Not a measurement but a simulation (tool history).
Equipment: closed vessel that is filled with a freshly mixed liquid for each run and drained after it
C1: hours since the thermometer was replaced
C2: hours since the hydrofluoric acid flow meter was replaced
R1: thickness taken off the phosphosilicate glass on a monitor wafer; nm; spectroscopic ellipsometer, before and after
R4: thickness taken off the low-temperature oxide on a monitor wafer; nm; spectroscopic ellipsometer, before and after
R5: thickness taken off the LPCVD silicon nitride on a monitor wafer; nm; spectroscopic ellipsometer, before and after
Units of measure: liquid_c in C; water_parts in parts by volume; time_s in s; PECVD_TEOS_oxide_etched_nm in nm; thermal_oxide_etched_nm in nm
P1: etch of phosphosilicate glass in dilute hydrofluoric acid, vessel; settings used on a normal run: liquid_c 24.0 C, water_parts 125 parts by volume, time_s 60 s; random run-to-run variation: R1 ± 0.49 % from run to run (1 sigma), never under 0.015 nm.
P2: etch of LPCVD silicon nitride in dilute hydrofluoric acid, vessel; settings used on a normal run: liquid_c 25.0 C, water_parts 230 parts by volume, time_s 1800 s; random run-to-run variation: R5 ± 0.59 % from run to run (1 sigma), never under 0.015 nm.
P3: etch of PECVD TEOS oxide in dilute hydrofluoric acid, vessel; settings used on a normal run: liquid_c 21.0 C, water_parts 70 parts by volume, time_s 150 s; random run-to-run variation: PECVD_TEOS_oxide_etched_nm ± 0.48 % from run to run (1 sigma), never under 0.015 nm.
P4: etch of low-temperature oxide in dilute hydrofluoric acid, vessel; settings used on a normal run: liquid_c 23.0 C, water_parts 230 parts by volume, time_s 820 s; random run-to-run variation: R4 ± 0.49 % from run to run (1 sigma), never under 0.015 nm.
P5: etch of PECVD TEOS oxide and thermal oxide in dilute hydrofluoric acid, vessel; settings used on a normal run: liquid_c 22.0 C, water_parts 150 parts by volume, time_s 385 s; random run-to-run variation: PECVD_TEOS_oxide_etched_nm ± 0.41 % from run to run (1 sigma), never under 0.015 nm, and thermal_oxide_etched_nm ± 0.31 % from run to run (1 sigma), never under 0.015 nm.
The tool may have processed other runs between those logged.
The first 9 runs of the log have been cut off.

Run 10, hour 29.1: process P4, liquid_c 23.0 C, water_parts 230 parts by volume, time_s 820 s; C1 486.9; C2 517.9. Result: R4 47.725 nm.
Run 11, hour 33.7: process P1, liquid_c 32.0 C, water_parts 125 parts by volume, time_s 60 s; C1 491.5; C2 522.5. Result: R1 60.170 nm.
Run 12, hour 37.4: process P5, liquid_c 22.0 C, water_parts 150 parts by volume, time_s 385 s; C1 495.2; C2 526.2. Result: PECVD_TEOS_oxide_etched_nm 51.822 nm, thermal_oxide_etched_nm 10.8610 nm.
Run 13, hour 40.9: process P4, liquid_c 23.0 C, water_parts 230 parts by volume, time_s 820 s; C1 498.7; C2 529.7. Result: R4 47.156 nm.
Run 14, hour 43.3: process P1, liquid_c 24.0 C, water_parts 125 parts by volume, time_s 85 s; C1 501.1; C2 532.1. Result: R1 63.277 nm.
Run 15, hour 46.1: process P2, liquid_c 25.0 C, water_parts 425 parts by volume, time_s 1800 s; C1 503.9; C2 534.9. Result: R5 2.0475 nm.
Run 16, hour 49.0: process P4, liquid_c 23.0 C, water_parts 230 parts by volume, time_s 410 s; C1 506.8; C2 537.8. Result: R4 23.802 nm.
Run 17, hour 53.0: process P4, liquid_c 17.0 C, water_parts 230 parts by volume, time_s 820 s; C1 510.8; C2 541.8. Result: R4 37.781 nm.
Run 18, hour 55.9: process P2, liquid_c 25.0 C, water_parts 230 parts by volume, time_s 1800 s; C1 513.7; C2 544.7. Result: R5 3.8456 nm.
Run 19, hour 59.4: process P1, liquid_c 24.0 C, water_parts 65 parts by volume, time_s 60 s; C1 517.2; C2 548.2. Result: R1 92.966 nm.
Run 20, hour 63.2: process P3, liquid_c 29.0 C, water_parts 70 parts by volume, time_s 150 s; C1 521.0; C2 552.0. Result: PECVD_TEOS_oxide_etched_nm 39.705 nm.
Run 21, hour 66.1: process P1, liquid_c 24.0 C, water_parts 125 parts by volume, time_s 30 s; C1 523.9; C2 554.9. Result: R1 22.460 nm.
Run 22, hour 69.6: process P1, liquid_c 24.0 C, water_parts 125 parts by volume, time_s 60 s; C1 527.4; C2 558.4. Result: R1 45.161 nm.
Run 23, hour 72.4: process P1, liquid_c 24.0 C, water_parts 125 parts by volume, time_s 60 s; C1 530.2; C2 561.2. Result: R1 44.828 nm.
Run 24, hour 75.7: process P1, liquid_c 24.0 C, water_parts 125 parts by volume, time_s 60 s; C1 533.5; C2 564.5. Result: R1 44.649 nm.
Run 25, hour 80.3: process P1, liquid_c 17.5 C, water_parts 125 parts by volume, time_s 60 s; C1 538.1; C2 569.1. Result: R1 34.444 nm.
Run 26, hour 82.4: process P2, liquid_c 25.0 C, water_parts 230 parts by volume, time_s 1800 s; C1 540.2; C2 571.2. Result: R5 3.7994 nm.
Run 27, hour 85.8: process P1, liquid_c 17.0 C, water_parts 125 parts by volume, time_s 30 s; C1 543.6; C2 574.6. Result: R1 17.006 nm.
Run 28, hour 89.0: process P1, liquid_c 24.0 C, water_parts 125 parts by volume, time_s 60 s; C1 546.8; C2 577.8. Result: R1 44.791 nm.
Run 29, hour 92.2: process P2, liquid_c 29.5 C, water_parts 230 parts by volume, time_s 1800 s; C1 550.0; C2 581.0. Result: R5 4.9846 nm.
At hour 93.1: thermometer replaced.
Run 30, hour 96.1: process P5, liquid_c 22.0 C, water_parts 255 parts by volume, time_s 385 s; C1 3.0; C2 584.9. Result: PECVD_TEOS_oxide_etched_nm 27.391 nm, thermal_oxide_etched_nm 5.7010 nm.
Run 31, hour 98.6: process P2, liquid_c 25.0 C, water_parts 230 parts by volume, time_s 3400 s; C1 5.5; C2 587.4. Result: R5 7.2940 nm.
Run 32, hour 102.9: process P3, liquid_c 21.0 C, water_parts 40 parts by volume, time_s 150 s; C1 9.8; C2 591.7. Result: PECVD_TEOS_oxide_etched_nm 52.107 nm.
Run 33, hour 105.4: process P3, liquid_c 21.0 C, water_parts 70 parts by volume, time_s 150 s; C1 12.3; C2 594.2. Result: PECVD_TEOS_oxide_etched_nm 28.835 nm.

Run 34 has not been measured yet. What should we expect?
Run 34, hour 107.5: process P1, liquid_c 24.0 C, water_parts 125 parts by volume, time_s 60 s; C1 14.4; C2 596.3. Result: R1 ?.

R1: 44.929 nm

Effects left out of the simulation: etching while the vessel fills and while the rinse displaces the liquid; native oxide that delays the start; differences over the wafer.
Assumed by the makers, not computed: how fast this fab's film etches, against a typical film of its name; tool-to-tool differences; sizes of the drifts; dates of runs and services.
